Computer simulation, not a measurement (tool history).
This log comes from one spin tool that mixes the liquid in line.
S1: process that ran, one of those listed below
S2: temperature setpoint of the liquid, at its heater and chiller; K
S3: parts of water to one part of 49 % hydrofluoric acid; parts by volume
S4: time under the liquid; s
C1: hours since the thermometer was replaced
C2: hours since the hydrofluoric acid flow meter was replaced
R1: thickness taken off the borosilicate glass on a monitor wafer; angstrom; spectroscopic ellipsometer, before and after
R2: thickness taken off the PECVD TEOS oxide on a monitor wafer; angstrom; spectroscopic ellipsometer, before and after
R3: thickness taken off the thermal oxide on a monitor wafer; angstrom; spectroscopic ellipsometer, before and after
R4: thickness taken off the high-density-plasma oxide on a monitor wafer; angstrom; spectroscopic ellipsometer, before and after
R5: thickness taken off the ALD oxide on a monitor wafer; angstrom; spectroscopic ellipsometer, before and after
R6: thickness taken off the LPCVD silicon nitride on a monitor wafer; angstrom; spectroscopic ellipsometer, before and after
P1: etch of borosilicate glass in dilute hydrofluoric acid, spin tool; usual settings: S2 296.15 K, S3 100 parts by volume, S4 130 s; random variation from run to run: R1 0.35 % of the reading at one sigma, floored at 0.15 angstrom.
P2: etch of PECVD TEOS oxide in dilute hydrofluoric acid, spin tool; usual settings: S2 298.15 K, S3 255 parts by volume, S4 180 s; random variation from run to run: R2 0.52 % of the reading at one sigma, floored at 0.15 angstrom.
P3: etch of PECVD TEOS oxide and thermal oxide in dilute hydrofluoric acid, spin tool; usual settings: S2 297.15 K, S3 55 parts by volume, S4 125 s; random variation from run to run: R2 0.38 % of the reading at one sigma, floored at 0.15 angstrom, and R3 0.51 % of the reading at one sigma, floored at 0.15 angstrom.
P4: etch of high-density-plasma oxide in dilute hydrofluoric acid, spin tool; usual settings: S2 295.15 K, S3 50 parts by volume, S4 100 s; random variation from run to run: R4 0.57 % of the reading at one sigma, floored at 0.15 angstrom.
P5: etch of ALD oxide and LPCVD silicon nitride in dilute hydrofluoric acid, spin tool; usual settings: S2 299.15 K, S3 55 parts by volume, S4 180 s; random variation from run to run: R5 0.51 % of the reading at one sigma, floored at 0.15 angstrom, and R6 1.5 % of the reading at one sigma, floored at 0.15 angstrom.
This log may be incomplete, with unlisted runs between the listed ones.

| run | hour | S1 | S2 | S3 | S4 | C1 | C2 | R1 | R2 | R3 | R4 | R5 | R6 |
|---|---|---|---|---|---|---|---|---|---|---|---|---|---|
| 1 | 2.5 | P1 | 296.15 | 100 | 130 | 614.7 | 484.6 | 551.78 |  |  |  |  |  |
| 2 | 6.3 | P2 | 298.15 | 255 | 180 | 618.5 | 488.4 |  | 91.055 |  |  |  |  |
| 3 | 11 | P3 | 290.15 | 55 | 125 | 623.2 | 493.1 |  | 383.82 | 86.139 |  |  |  |
| 4 | 13.4 | P4 | 295.15 | 50 | 100 | 625.6 | 495.5 |  |  |  | 157.96 |  |  |
|  | 15.4 | thermometer replaced |
| 5 | 17.1 | P4 | 295.15 | 50 | 100 | 1.7 | 499.2 |  |  |  | 160 |  |  |
| 6 | 20.8 | P4 | 295.15 | 80 | 100 | 5.4 | 502.9 |  |  |  | 95.449 |  |  |
| 7 | 24.3 | P2 | 298.15 | 40 | 180 | 8.9 | 506.4 |  | 745.88 |  |  |  |  |
| 8 | 28.8 | P2 | 298.15 | 255 | 45 | 13.4 | 510.9 |  | 22.97 |  |  |  |  |
| 9 | 33.6 | P5 | 299.15 | 55 | 30 | 18.2 | 515.7 |  |  |  |  | 66.203 | 2.9469 |
| 10 | 37.2 | P4 | 295.15 | 50 | 175 | 21.8 | 519.3 |  |  |  | 278.3 |  |  |
| 11 | 42 | P1 | 296.15 | 100 | 130 | 26.6 | 524.1 | 552.04 |  |  |  |  |  |
| 12 | 44.6 | P3 | 297.15 | 100 | 125 | 29.2 | 526.7 |  | 267.47 | 59.46 |  |  |  |
| 13 | 47.8 | P4 | 303.15 | 50 | 100 | 32.4 | 529.9 |  |  |  | 220.63 |  |  |
| 14 | 49.9 | P3 | 297.15 | 55 | 15 | 34.5 | 532 |  | 62.239 | 13.822 |  |  |  |
| 15 | 53.2 | P2 | 290.65 | 255 | 180 | 37.8 | 535.3 |  | 68.886 |  |  |  |  |
| 16 | 55.9 | P1 | 291.65 | 100 | 130 | 40.5 | 538 | 458.66 |  |  |  |  |  |
| 17 | 58 | P1 | 296.15 | 100 | 130 | 42.6 | 540.1 | 550.22 |  |  |  |  |  |
| 18 | 61.5 | P5 | 299.15 | 25 | 180 | 46.1 | 543.6 |  |  |  |  | 899.23 | 38.42 |
| 19 | 66.3 | P1 | 296.15 | 100 | 215 | 50.9 | 548.4 | 917.46 |  |  |  |  |  |
| 20 | 69.2 | P5 | 304.65 | 55 | 180 | 53.8 | 551.3 |  |  |  |  | 483.43 | 25.747 |
| 21 | 72.6 | P1 | 296.15 | 100 | 15 | 57.2 | 554.7 | 63.889 |  |  |  |  |  |
| 22 | 76.6 | P1 | 300.15 | 100 | 130 | 61.2 | 558.7 | 645.38 |  |  |  |  |  |
| 23 | 79.9 | P5 | 299.15 | 55 | 180 | 64.5 | 562 |  |  |  |  | 390.5 | 17.781 |

Forecast run 24:
| 24 | 83.7 | P3 | 297.15 | 55 | 125 | 68.3 | 565.8 |  | ? | ? |  |  |  |

R2: 518.97 angstrom
R3: 114.7 angstrom
